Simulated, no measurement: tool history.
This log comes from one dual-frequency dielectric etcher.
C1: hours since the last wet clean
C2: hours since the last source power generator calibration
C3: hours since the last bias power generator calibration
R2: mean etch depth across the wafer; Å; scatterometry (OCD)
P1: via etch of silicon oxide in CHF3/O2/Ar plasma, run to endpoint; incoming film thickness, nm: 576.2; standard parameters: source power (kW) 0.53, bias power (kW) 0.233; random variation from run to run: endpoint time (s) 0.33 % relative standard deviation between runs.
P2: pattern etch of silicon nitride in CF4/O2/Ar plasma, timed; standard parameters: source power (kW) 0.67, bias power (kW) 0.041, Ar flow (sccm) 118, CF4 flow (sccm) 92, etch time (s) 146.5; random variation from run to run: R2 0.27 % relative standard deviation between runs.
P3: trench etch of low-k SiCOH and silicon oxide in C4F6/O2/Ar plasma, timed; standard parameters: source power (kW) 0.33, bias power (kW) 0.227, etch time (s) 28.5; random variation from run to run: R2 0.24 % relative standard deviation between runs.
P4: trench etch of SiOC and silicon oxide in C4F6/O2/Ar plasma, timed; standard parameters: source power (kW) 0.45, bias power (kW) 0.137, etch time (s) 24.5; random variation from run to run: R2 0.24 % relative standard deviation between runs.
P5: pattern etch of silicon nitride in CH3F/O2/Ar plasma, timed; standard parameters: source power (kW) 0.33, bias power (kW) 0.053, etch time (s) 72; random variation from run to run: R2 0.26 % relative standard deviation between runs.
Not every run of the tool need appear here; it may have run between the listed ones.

Run 1, hour 4.1: process that ran P1, source power (kW) 0.53, bias power (kW) 0.233; C1 80.1; C2 1181.7; C3 1950.1. Result: endpoint time (s) 278.13.
Run 2, hour 7.5: process that ran P1, source power (kW) 0.53, bias power (kW) 0.233; C1 83.5; C2 1185.1; C3 1953.5. Result: endpoint time (s) 276.67.
Run 3, hour 11.4: process that ran P2, source power (kW) 0.67, bias power (kW) 0.041, Ar flow (sccm) 88, CF4 flow (sccm) 92, etch time (s) 146.5; C1 87.4; C2 1189; C3 1957.4. Result: R2 3446.3 Å.
Run 4, hour 13.8: process that ran P2, source power (kW) 0.67, bias power (kW) 0.041, Ar flow (sccm) 118, CF4 flow (sccm) 125, etch time (s) 146.5; C1 89.8; C2 1191.4; C3 1959.8. Result: R2 3458.5 Å.
Run 5, hour 15.7: process that ran P5, source power (kW) 0.33, bias power (kW) 0.053, etch time (s) 72; C1 91.7; C2 1193.3; C3 1961.7. Result: R2 428.45 Å.
Run 6, hour 18.3: process that ran P3, source power (kW) 0.2, bias power (kW) 0.227, etch time (s) 28.5; C1 94.3; C2 1195.9; C3 1964.3. Result: R2 763.25 Å.
Run 7, hour 21.1: process that ran P1, source power (kW) 0.53, bias power (kW) 0.233; C1 97.1; C2 1198.7; C3 1967.1. Result: endpoint time (s) 276.21.
Run 8, hour 24.3: process that ran P1, source power (kW) 0.72, bias power (kW) 0.173; C1 100.3; C2 1201.9; C3 1970.3. Result: endpoint time (s) 272.5.
At hour 25.4: bias power generator calibrated.
Run 9, hour 27.1: process that ran P4, source power (kW) 0.45, bias power (kW) 0.18, etch time (s) 24.5; C1 103.1; C2 1204.7; C3 1.7. Result: R2 503.71 Å.
Run 10, hour 31: process that ran P2, source power (kW) 0.67, bias power (kW) 0.041, Ar flow (sccm) 118, CF4 flow (sccm) 92, etch time (s) 146.5; C1 107; C2 1208.6; C3 5.6. Result: R2 3310.3 Å.
Run 11, hour 33.2: process that ran P1, source power (kW) 0.53, bias power (kW) 0.233; C1 109.2; C2 1210.8; C3 7.8. Result: endpoint time (s) 275.52.
Run 12, hour 35.4: process that ran P3, source power (kW) 0.33, bias power (kW) 0.227, etch time (s) 38.5; C1 111.4; C2 1213; C3 10. Result: R2 1245.1 Å.
Run 13, hour 38.6: process that ran P2, source power (kW) 0.67, bias power (kW) 0.041, Ar flow (sccm) 118, CF4 flow (sccm) 92, etch time (s) 216.5; C1 114.6; C2 1216.2; C3 13.2. Result: R2 4892.2 Å.
Run 14, hour 42.7: process that ran P1, source power (kW) 0.73, bias power (kW) 0.233; C1 118.7; C2 1220.3; C3 17.3. Result: endpoint time (s) 245.78.
Run 15, hour 45: process that ran P3, source power (kW) 0.33, bias power (kW) 0.227, etch time (s) 28.5; C1 121; C2 1222.6; C3 19.6. Result: R2 919.6 Å.
Run 16, hour 46.9: process that ran P4, source power (kW) 0.28, bias power (kW) 0.137, etch time (s) 24.5; C1 122.9; C2 1224.5; C3 21.5. Result: R2 384.03 Å.
Run 17, hour 48.8: process that ran P2, source power (kW) 0.67, bias power (kW) 0.055, Ar flow (sccm) 118, CF4 flow (sccm) 92, etch time (s) 146.5; C1 124.8; C2 1226.4; C3 23.4. Result: R2 3683.4 Å.
Run 18, hour 52.7: process that ran P1, source power (kW) 0.36, bias power (kW) 0.233; C1 128.7; C2 1230.3; C3 27.3. Result: endpoint time (s) 319.49.
Run 19, hour 55.3: process that ran P4, source power (kW) 0.45, bias power (kW) 0.137, etch time (s) 36.5; C1 131.3; C2 1232.9; C3 29.9. Result: R2 689.83 Å.
Run 20, hour 57.9: process that ran P1, source power (kW) 0.53, bias power (kW) 0.325; C1 133.9; C2 1235.5; C3 32.5. Result: endpoint time (s) 245.63.
Run 21, hour 61.5: process that ran P5, source power (kW) 0.33, bias power (kW) 0.069, etch time (s) 72; C1 137.5; C2 1239.1; C3 36.1. Result: R2 469.11 Å.
Run 22, hour 64.5: process that ran P5, source power (kW) 0.33, bias power (kW) 0.053, etch time (s) 41.5; C1 140.5; C2 1242.1; C3 39.1. Result: R2 247.65 Å.
Run 23, hour 66.7: process that ran P4, source power (kW) 0.45, bias power (kW) 0.137, etch time (s) 24.5; C1 142.7; C2 1244.3; C3 41.3. Result: R2 461.87 Å.
Run 24, hour 69.8: process that ran P1, source power (kW) 0.53, bias power (kW) 0.152; C1 145.8; C2 1247.4; C3 44.4. Result: endpoint time (s) 322.43.
Run 25, hour 72.9: process that ran P5, source power (kW) 0.44, bias power (kW) 0.053, etch time (s) 72; C1 148.9; C2 1250.5; C3 47.5. Result: R2 479.73 Å.
Run 26, hour 75.7: process that ran P3, source power (kW) 0.33, bias power (kW) 0.301, etch time (s) 28.5; C1 151.7; C2 1253.3; C3 50.3. Result: R2 1015.6 Å.
Run 27, hour 79.5: process that ran P2, source power (kW) 0.39, bias power (kW) 0.041, Ar flow (sccm) 118, CF4 flow (sccm) 92, etch time (s) 146.5; C1 155.5; C2 1257.1; C3 54.1. Result: R2 2052.9 Å.
Run 28, hour 81.5: process that ran P1, source power (kW) 0.65, bias power (kW) 0.161; C1 157.5; C2 1259.1; C3 56.1. Result: endpoint time (s) 290.03.
Run 29, hour 84: process that ran P1, source power (kW) 0.53, bias power (kW) 0.233; C1 160; C2 1261.6; C3 58.6. Result: endpoint time (s) 275.47.
Run 30, hour 86.1: process that ran P3, source power (kW) 0.33, bias power (kW) 0.227, etch time (s) 28.5; C1 162.1; C2 1263.7; C3 60.7. Result: R2 922.04 Å.
Run 31, hour 89.6: process that ran P1, source power (kW) 0.53, bias power (kW) 0.233; C1 165.6; C2 1267.2; C3 64.2. Result: endpoint time (s) 277.78.
Run 32, hour 92.9: process that ran P1, source power (kW) 0.53, bias power (kW) 0.233; C1 168.9; C2 1270.5; C3 67.5. Result: endpoint time (s) 279.32.
Run 33, hour 95.9: process that ran P1, source power (kW) 0.53, bias power (kW) 0.233; C1 171.9; C2 1273.5; C3 70.5. Result: endpoint time (s) 278.75.
Run 34, hour 100: process that ran P1, source power (kW) 0.53, bias power (kW) 0.233; C1 176; C2 1277.6; C3 74.6. Result: endpoint time (s) 281.28.
At hour 101.9: wet clean of the chamber.
Run 35, hour 104.2: process that ran P1, source power (kW) 0.53, bias power (kW) 0.233; C1 2.3; C2 1281.8; C3 78.8. Result: endpoint time (s) 280.41.
Run 36, hour 106.1: process that ran P1, source power (kW) 0.53, bias power (kW) 0.233; C1 4.2; C2 1283.7; C3 80.7. Result: endpoint time (s) 280.77.
Run 37, hour 108.5: process that ran P1, source power (kW) 0.53, bias power (kW) 0.233; C1 6.6; C2 1286.1; C3 83.1. Result: endpoint time (s) 280.05.
Run 38, hour 111: process that ran P1, source power (kW) 0.53, bias power (kW) 0.233; C1 9.1; C2 1288.6; C3 85.6. Result: endpoint time (s) 282.85.
Run 39, hour 114: process that ran P1, source power (kW) 0.53, bias power (kW) 0.233; C1 12.1; C2 1291.6; C3 88.6. Result: endpoint time (s) 281.17.
Run 40, hour 116: process that ran P1, source power (kW) 0.53, bias power (kW) 0.233; C1 14.1; C2 1293.6; C3 90.6. Result: endpoint time (s) 281.02.

What P1 gives has crept away from where it was. These 2 causes fit the log equally well, each at the size given:
A: source power that arrives under what is set, % = 4.32
B: bias power that arrives under what is set, % = 4.58
Creep in the process output first set in at about hour 89.6.
What rules out each remaining cause:
chamber walls in a state that lowers the etch rate, %: maintenance at hour 101.9, after the shift began, did not return the process to its former output

Consider the 4 single-wafer check runs listed below, results given as question marks: which one distinguishes between the causes by giving clearly different results for each?
Run check 1, hour 118: process that ran P5, source power (kW) 0.33, bias power (kW) 0.053, etch time (s) 72. Result: R2 ?.
Run check 2, hour 118: process that ran P4, source power (kW) 0.45, bias power (kW) 0.137, etch time (s) 24.5. Result: R2 ?.
Run check 3, hour 118: process that ran P3, source power (kW) 0.33, bias power (kW) 0.227, etch time (s) 28.5. Result: R2 ?.
Run check 4, hour 118: process that ran P2, source power (kW) 0.67, bias power (kW) 0.041, Ar flow (sccm) 118, CF4 flow (sccm) 92, etch time (s) 146.5. Result: R2 ?.

If the cause were each of the candidates in turn, the checks would give the following:
  check  result    if A    if B
check 1      R2  421.75  422.57
check 2      R2  453.97   455.7
check 3      R2  906.57  907.68
check 4      R2  3182.3  3252.2
Per-check spread between the two closest causes, in the result where they differ most: check 1 0.19 %; check 2 0.38 %; check 3 0.12 %; check 4 2.17 %
Check 4 tells the causes apart: in the others they would give nearly the same result.

Check 4 was carried out, with these results: R2 3254.8 Å. Which of the listed causes is responsible?

The correct cause is B, namely: bias power that arrives under what is set, %.
